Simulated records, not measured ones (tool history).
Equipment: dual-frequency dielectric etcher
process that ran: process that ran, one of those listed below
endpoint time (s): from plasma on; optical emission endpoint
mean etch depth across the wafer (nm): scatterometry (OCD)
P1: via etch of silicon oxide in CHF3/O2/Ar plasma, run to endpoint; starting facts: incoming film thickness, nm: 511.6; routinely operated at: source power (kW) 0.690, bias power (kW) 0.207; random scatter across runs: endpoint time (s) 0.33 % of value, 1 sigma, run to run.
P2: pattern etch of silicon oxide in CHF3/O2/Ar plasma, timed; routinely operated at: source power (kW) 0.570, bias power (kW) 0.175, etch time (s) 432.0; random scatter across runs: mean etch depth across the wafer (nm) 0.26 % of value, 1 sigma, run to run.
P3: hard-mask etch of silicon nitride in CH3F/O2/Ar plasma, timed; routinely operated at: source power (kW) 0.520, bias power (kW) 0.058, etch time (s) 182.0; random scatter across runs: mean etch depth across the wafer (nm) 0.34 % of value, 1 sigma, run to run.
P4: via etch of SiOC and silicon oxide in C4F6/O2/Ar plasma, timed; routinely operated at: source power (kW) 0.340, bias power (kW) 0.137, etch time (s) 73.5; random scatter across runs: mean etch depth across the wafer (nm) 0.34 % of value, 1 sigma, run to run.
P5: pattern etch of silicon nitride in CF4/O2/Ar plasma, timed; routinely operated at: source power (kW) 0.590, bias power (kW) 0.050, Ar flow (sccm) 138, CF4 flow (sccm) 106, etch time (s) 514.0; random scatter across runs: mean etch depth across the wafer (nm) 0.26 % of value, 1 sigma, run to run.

run	hour	process that ran	source power (kW)	bias power (kW)	Ar flow (sccm)	CF4 flow (sccm)	etch time (s)	hours since the last wet clean	hours since the last source power generator calibration	hours since the last bias power generator calibration	endpoint time (s)	mean etch depth across the wafer (nm)
1	9.8	P1	0.690	0.207				115.7	465.5	2325.5	235.42	
2	22.3	P5	0.590	0.050	138	106	514.0	128.2	478.0	2338.0		1078.000
3	33.2	P5	0.590	0.050	138	148	514.0	139.1	488.9	2348.9		1132.600
4	43.2	P3	0.390	0.058			182.0	149.1	498.9	2358.9		114.440
5	57.7	P5	0.700	0.050	138	106	514.0	163.6	513.4	2373.4		1253.100
6	71.2	P1	0.690	0.157				177.1	526.9	2386.9	257.60	
7	80.2	P1	0.840	0.161				186.1	535.9	2395.9	236.13	
8	88.2	P1	0.690	0.207				194.1	543.9	2403.9	234.89	
9	96.6	P3	0.520	0.080			182.0	202.5	552.3	2412.3		143.720
10	104.9	P2	0.570	0.175			248.5	210.8	560.6	2420.6		474.870
11	119.0	P2	0.760	0.175			432.0	224.9	574.7	2434.7		925.180
12	131.2	P5	0.590	0.070	138	106	514.0	237.1	586.9	2446.9		1236.900
13	140.6	P2	0.570	0.245			432.0	246.5	596.3	2456.3		932.790
14	148.0	P1	0.690	0.207				253.9	603.7	2463.7	234.27	
15	156.5	P4	0.340	0.180			73.5	262.4	612.2	2472.2		80.553
16	170.6	P4	0.470	0.137			73.5	276.5	626.3	2486.3		83.456
17	183.3	P1	0.820	0.262				289.2	639.0	2499.0	203.40	
18	194.5	P4	0.340	0.137			73.5	300.4	650.2	2510.2		73.864
19	208.9	P2	0.570	0.175			432.0	314.8	664.6	2524.6		831.000
20	221.6	P1	0.690	0.286				327.5	677.3	2537.3	209.54	
21	234.4	P1	0.430	0.207				340.3	690.1	2550.1	280.93	
22	249.4	P1	0.900	0.207				355.3	705.1	2565.1	211.86	
23	260.0	P1	0.690	0.207				365.9	715.7	2575.7	234.87	
24	267.5	P1	0.690	0.207				373.4	723.2	2583.2	234.81	
25	282.5	P5	0.590	0.050	110	106	514.0	388.4	738.2	2598.2		1115.800
26	293.8	P5	0.590	0.050	138	106	706.0	399.7	749.5	2609.5		1491.700
27	306.2	P3	0.520	0.058			182.0	412.1	761.9	2621.9		127.880
28	316.8	P4	0.340	0.137			102.0	422.7	772.5	2632.5		102.160
29	327.7	P1	0.690	0.207				433.6	783.4	2643.4	232.73	
30	341.3	P3	0.520	0.058			101.5	447.2	797.0	2657.0		71.374
31	348.0	P1	0.690	0.207				453.9	803.7	2663.7	233.63	
32	360.5	P1	0.690	0.207				466.4	816.2	2676.2	234.59	
33	372.2	P1	0.690	0.207				478.1	827.9	2687.9	235.47	
34	385.4	P1	0.690	0.207				491.3	841.1	2701.1	235.21	
35	392.6	P1	0.690	0.207				498.5	848.3	2708.3	236.31	
36	403.2	P1	0.690	0.207				509.1	858.9	2718.9	238.68	
37	417.6	P1	0.690	0.207				523.5	873.3	2733.3	238.73	
38	428.5	P1	0.690	0.207				534.4	884.2	2744.2	237.04	
# hour 436.7: wet clean of the chamber
39	441.9	P1	0.690	0.207				5.3	897.6	2757.6	238.65	

Run 40 is up next; what results do you expect?
40	455.4	P1	0.690	0.207				18.8	911.1	2771.1	?	

Logged for run 40: endpoint time (s) 237.47.

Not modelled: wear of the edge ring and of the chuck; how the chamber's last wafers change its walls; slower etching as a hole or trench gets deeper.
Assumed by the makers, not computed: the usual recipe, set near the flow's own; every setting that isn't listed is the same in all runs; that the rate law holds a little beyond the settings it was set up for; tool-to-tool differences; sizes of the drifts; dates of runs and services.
